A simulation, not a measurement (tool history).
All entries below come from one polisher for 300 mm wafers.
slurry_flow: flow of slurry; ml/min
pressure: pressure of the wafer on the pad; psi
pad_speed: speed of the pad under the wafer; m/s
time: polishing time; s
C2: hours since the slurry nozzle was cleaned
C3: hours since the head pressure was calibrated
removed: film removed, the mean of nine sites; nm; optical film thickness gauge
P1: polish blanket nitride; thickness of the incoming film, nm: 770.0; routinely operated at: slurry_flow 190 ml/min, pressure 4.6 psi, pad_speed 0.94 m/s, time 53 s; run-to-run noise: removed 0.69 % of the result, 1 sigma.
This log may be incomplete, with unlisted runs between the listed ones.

run 1 hour=14.3 | slurry_flow=190 pressure=4.6 pad_speed=0.94 time=53 | wafers_polished_on_this_pad=321 C2=183.7 C3=339.2 | removed=124.480
run 2 hour=22.5 | slurry_flow=190 pressure=4.6 pad_speed=0.94 time=24 | wafers_polished_on_this_pad=432 C2=191.9 C3=347.4 | removed=55.875
-- hour=28.6 worn pad replaced by a new one
run 3 hour=37.2 | slurry_flow=300 pressure=4.6 pad_speed=0.94 time=53 | wafers_polished_on_this_pad=117 C2=206.6 C3=362.1 | removed=132.130
run 4 hour=47.2 | slurry_flow=190 pressure=2.9 pad_speed=0.94 time=53 | wafers_polished_on_this_pad=253 C2=216.6 C3=372.1 | removed=78.417
run 5 hour=61.0 | slurry_flow=190 pressure=4.6 pad_speed=1.46 time=53 | wafers_polished_on_this_pad=441 C2=230.4 C3=385.9 | removed=176.230
run 6 hour=71.0 | slurry_flow=190 pressure=4.6 pad_speed=0.94 time=53 | wafers_polished_on_this_pad=577 C2=240.4 C3=395.9 | removed=124.340
run 7 hour=85.1 | slurry_flow=190 pressure=4.6 pad_speed=0.94 time=53 | wafers_polished_on_this_pad=768 C2=254.5 C3=410.0 | removed=124.410
run 8 hour=99.7 | slurry_flow=190 pressure=4.6 pad_speed=0.42 time=53 | wafers_polished_on_this_pad=967 C2=269.1 C3=424.6 | removed=65.430
run 9 hour=107.8 | slurry_flow=115 pressure=4.6 pad_speed=0.94 time=53 | wafers_polished_on_this_pad=1077 C2=277.2 C3=432.7 | removed=113.430
run 10 hour=120.2 | slurry_flow=190 pressure=7.1 pad_speed=0.94 time=53 | wafers_polished_on_this_pad=1246 C2=289.6 C3=445.1 | removed=192.240
run 11 hour=132.0 | slurry_flow=190 pressure=4.6 pad_speed=0.94 time=69 | wafers_polished_on_this_pad=1406 C2=301.4 C3=456.9 | removed=160.760
run 12 hour=147.3 | slurry_flow=190 pressure=4.6 pad_speed=0.94 time=53 | wafers_polished_on_this_pad=1614 C2=316.7 C3=472.2 | removed=123.710
run 13 hour=157.9 | slurry_flow=190 pressure=4.6 pad_speed=1.28 time=25 | wafers_polished_on_this_pad=1758 C2=327.3 C3=482.8 | removed=74.717
run 14 hour=172.4 | slurry_flow=190 pressure=4.6 pad_speed=0.94 time=53 | wafers_polished_on_this_pad=1955 C2=341.8 C3=497.3 | removed=125.770
run 15 hour=185.5 | slurry_flow=190 pressure=4.6 pad_speed=0.94 time=53 | wafers_polished_on_this_pad=2133 C2=354.9 C3=510.4 | removed=124.030
run 16 hour=193.6 | slurry_flow=190 pressure=6.5 pad_speed=0.94 time=67 | wafers_polished_on_this_pad=2244 C2=363.0 C3=518.5 | removed=221.040
run 17 hour=205.2 | slurry_flow=190 pressure=4.6 pad_speed=0.94 time=53 | wafers_polished_on_this_pad=2401 C2=374.6 C3=530.1 | removed=125.640
run 18 hour=219.8 | slurry_flow=190 pressure=4.6 pad_speed=0.94 time=53 | wafers_polished_on_this_pad=2600 C2=389.2 C3=544.7 | removed=121.320
run 19 hour=233.4 | slurry_flow=190 pressure=4.6 pad_speed=0.94 time=53 | wafers_polished_on_this_pad=2785 C2=402.8 C3=558.3 | removed=118.450
run 20 hour=248.3 | slurry_flow=190 pressure=4.6 pad_speed=0.94 time=53 | wafers_polished_on_this_pad=2987 C2=417.7 C3=573.2 | removed=117.340

What does the tool deliver on the next run?
run 21 hour=255.3 | slurry_flow=190 pressure=4.6 pad_speed=0.94 time=53 | wafers_polished_on_this_pad=3082 C2=424.7 C3=580.2 | removed=?

Run 21 produced removed 116.720 nm.
